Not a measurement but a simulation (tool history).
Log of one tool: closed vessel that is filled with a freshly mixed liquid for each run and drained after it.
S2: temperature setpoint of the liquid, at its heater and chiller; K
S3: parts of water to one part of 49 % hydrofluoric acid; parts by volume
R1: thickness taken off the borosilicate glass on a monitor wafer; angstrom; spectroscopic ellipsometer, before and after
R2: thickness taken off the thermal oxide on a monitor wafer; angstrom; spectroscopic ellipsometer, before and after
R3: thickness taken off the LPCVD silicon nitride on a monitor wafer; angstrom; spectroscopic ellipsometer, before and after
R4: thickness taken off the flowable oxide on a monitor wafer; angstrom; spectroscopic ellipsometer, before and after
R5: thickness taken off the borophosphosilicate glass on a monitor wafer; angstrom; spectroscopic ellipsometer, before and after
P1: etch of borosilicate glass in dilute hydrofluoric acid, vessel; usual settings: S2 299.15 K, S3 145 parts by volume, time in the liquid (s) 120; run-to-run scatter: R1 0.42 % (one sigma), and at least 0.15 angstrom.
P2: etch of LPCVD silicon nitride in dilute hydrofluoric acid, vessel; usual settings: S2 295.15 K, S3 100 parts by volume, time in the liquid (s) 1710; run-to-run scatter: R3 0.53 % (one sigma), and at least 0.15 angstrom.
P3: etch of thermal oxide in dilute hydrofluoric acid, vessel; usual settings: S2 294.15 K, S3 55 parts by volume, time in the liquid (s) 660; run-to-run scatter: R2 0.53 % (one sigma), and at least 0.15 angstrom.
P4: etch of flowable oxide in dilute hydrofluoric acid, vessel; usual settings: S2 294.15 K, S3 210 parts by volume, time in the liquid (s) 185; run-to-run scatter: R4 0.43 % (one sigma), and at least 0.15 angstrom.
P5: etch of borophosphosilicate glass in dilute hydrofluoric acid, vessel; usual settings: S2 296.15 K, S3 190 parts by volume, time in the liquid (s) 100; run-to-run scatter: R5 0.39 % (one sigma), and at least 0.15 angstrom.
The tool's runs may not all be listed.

Run 1, hour 12: process that ran P1, S2 299.15 K, S3 145 parts by volume, time in the liquid (s) 120. Result: R1 258.62 angstrom.
Run 2, hour 26.2: process that ran P3, S2 294.15 K, S3 55 parts by volume, time in the liquid (s) 660. Result: R2 539.93 angstrom.
Run 3, hour 38.9: process that ran P1, S2 299.15 K, S3 145 parts by volume, time in the liquid (s) 195. Result: R1 419.66 angstrom.
Run 4, hour 52.3: process that ran P1, S2 303.65 K, S3 145 parts by volume, time in the liquid (s) 120. Result: R1 302.67 angstrom.
Run 5, hour 62.9: process that ran P1, S2 299.15 K, S3 145 parts by volume, time in the liquid (s) 65. Result: R1 140.04 angstrom.
Run 6, hour 72.5: process that ran P1, S2 299.15 K, S3 145 parts by volume, time in the liquid (s) 120. Result: R1 254.57 angstrom.
Run 7, hour 88.3: process that ran P2, S2 295.15 K, S3 100 parts by volume, time in the liquid (s) 1710. Result: R3 71.025 angstrom.
Run 8, hour 101.6: process that ran P4, S2 294.15 K, S3 210 parts by volume, time in the liquid (s) 185. Result: R4 414.88 angstrom.
Run 9, hour 112.9: process that ran P5, S2 302.65 K, S3 190 parts by volume, time in the liquid (s) 100. Result: R5 406.97 angstrom.
Run 10, hour 125: process that ran P1, S2 299.15 K, S3 145 parts by volume, time in the liquid (s) 120. Result: R1 258.29 angstrom.
Run 11, hour 139.2: process that ran P2, S2 290.15 K, S3 100 parts by volume, time in the liquid (s) 1710. Result: R3 50.295 angstrom.
Run 12, hour 153.9: process that ran P1, S2 299.15 K, S3 145 parts by volume, time in the liquid (s) 120. Result: R1 257.13 angstrom.
At hour 160.7: hydrofluoric acid flow meter replaced.
Run 13, hour 162.1: process that ran P1, S2 299.15 K, S3 235 parts by volume, time in the liquid (s) 30. Result: R1 35.786 angstrom.
Run 14, hour 169: process that ran P3, S2 294.15 K, S3 55 parts by volume, time in the liquid (s) 1165. Result: R2 953.8 angstrom.
Run 15, hour 176.3: process that ran P3, S2 294.15 K, S3 55 parts by volume, time in the liquid (s) 660. Result: R2 537.06 angstrom.
Run 16, hour 187.3: process that ran P5, S2 296.15 K, S3 190 parts by volume, time in the liquid (s) 100. Result: R5 321.24 angstrom.
Run 17, hour 199.4: process that ran P2, S2 295.15 K, S3 100 parts by volume, time in the liquid (s) 345. Result: R3 14.449 angstrom.
Run 18, hour 209.4: process that ran P3, S2 294.15 K, S3 25 parts by volume, time in the liquid (s) 660. Result: R2 1240.2 angstrom.
Run 19, hour 220.8: process that ran P3, S2 301.15 K, S3 55 parts by volume, time in the liquid (s) 660. Result: R2 719.11 angstrom.
Run 20, hour 235.6: process that ran P1, S2 299.15 K, S3 145 parts by volume, time in the liquid (s) 120. Result: R1 255.81 angstrom.
Run 21, hour 245.2: process that ran P1, S2 299.15 K, S3 55 parts by volume, time in the liquid (s) 120. Result: R1 762.61 angstrom.
Run 22, hour 256.8: process that ran P5, S2 296.15 K, S3 190 parts by volume, time in the liquid (s) 100. Result: R5 321.37 angstrom.
Run 23, hour 269.8: process that ran P2, S2 295.15 K, S3 45 parts by volume, time in the liquid (s) 1710. Result: R3 156.55 angstrom.
Run 24, hour 284: process that ran P1, S2 299.15 K, S3 220 parts by volume, time in the liquid (s) 120. Result: R1 155.79 angstrom.
Run 25, hour 291.7: process that ran P1, S2 291.65 K, S3 145 parts by volume, time in the liquid (s) 120. Result: R1 192.53 angstrom.
Run 26, hour 306.4: process that ran P5, S2 296.15 K, S3 190 parts by volume, time in the liquid (s) 35. Result: R5 111.87 angstrom.
Run 27, hour 321.8: process that ran P4, S2 294.15 K, S3 210 parts by volume, time in the liquid (s) 270. Result: R4 605.06 angstrom.

Estimate the outcome of run 28 from the log above:
Run 28, hour 329.4: process that ran P5, S2 296.15 K, S3 45 parts by volume, time in the liquid (s) 100. Result: R5 ?.

R5: 1604 angstrom

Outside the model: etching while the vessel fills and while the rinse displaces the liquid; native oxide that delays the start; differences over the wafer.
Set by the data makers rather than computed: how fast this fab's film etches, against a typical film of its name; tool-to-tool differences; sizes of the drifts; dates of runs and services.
